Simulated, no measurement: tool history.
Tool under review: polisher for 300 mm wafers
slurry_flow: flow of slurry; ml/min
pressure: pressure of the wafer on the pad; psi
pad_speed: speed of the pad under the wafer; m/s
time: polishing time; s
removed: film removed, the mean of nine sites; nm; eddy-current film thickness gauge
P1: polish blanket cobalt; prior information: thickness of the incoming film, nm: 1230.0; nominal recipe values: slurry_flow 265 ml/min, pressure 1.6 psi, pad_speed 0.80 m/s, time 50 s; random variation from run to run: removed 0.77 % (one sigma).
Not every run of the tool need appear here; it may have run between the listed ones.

run,hour,slurry_flow,pressure,pad_speed,time,removed
1,8.2,265,1.6,0.80,50,134.280
2,17.9,265,1.6,0.80,22,58.039
3,26.4,265,1.6,0.80,70,185.720
4,37.5,265,1.6,0.80,50,134.170
5,42.6,265,1.6,0.36,50,59.633
6,51.1,160,1.6,0.80,50,125.660
7,62.7,265,1.6,0.80,50,133.580
8,72.5,160,1.6,0.80,34,85.353
9,79.1,265,1.6,1.06,50,177.400
10,88.6,265,2.5,1.22,50,321.180
11,97.7,265,0.7,0.80,50,58.493
12,104.3,265,1.6,0.80,50,133.710
13,113.9,265,2.2,0.80,50,185.120
14,122.1,190,0.7,0.80,50,56.694
15,128.8,365,1.6,0.80,50,136.930
16,136.7,265,1.6,0.80,50,133.710
17,141.9,265,1.6,0.80,50,131.870
18,152.2,265,1.6,0.80,50,127.940
# hour 156.4: worn pad replaced by a new one
19,163.3,265,1.6,0.80,50,127.250
20,169.9,265,1.6,0.80,50,125.750
21,175.7,265,1.6,0.80,50,127.500
22,186.3,265,1.6,0.80,50,125.780

Compared with where it was, what P1 gives has crept away. Each cause listed below fits the log as well as the rest, at the size given for it:
A: slurry flow missing at the pad, % = 39.5
B: head's pressure below its setpoint, % = 6.26
The onset of the drift is placed at about hour 136.7.
Why every other cause is out:
removal rate lost through wear of the pad, %: work on it at hour 156.4, done after the drift set in, did not restore what the process gave before

Each of the check runs listed below is run on 3 wafers and reports their average, with the results left as question marks. Pick the one under which the possible causes would lead to clearly different results.
check 1,196.9,265,0.9,0.38,50,?
check 2,196.9,265,2.2,0.80,50,?
check 3,196.9,265,1.6,0.46,50,?
check 4,196.9,165,1.6,0.80,64,?

Check results expected under each cause:
check,result,if A,if B
check 1,removed,33.506,33.509
check 2,removed,172.430,172.440
check 3,removed,72.106,72.112
check 4,removed,145.860,151.160
How far apart the two closest causes lie, in the result that separates them most: check 1 0.01 %; check 2 0.01 %; check 3 0.01 %; check 4 3.57 %
Check 4 distinguishes between the causes, while the remaining checks would return nearly the same result for all of them.

The results of check 4 are: removed 146.430 nm. Based on these, which of the listed causes is it?

It is A: slurry flow missing at the pad, %.
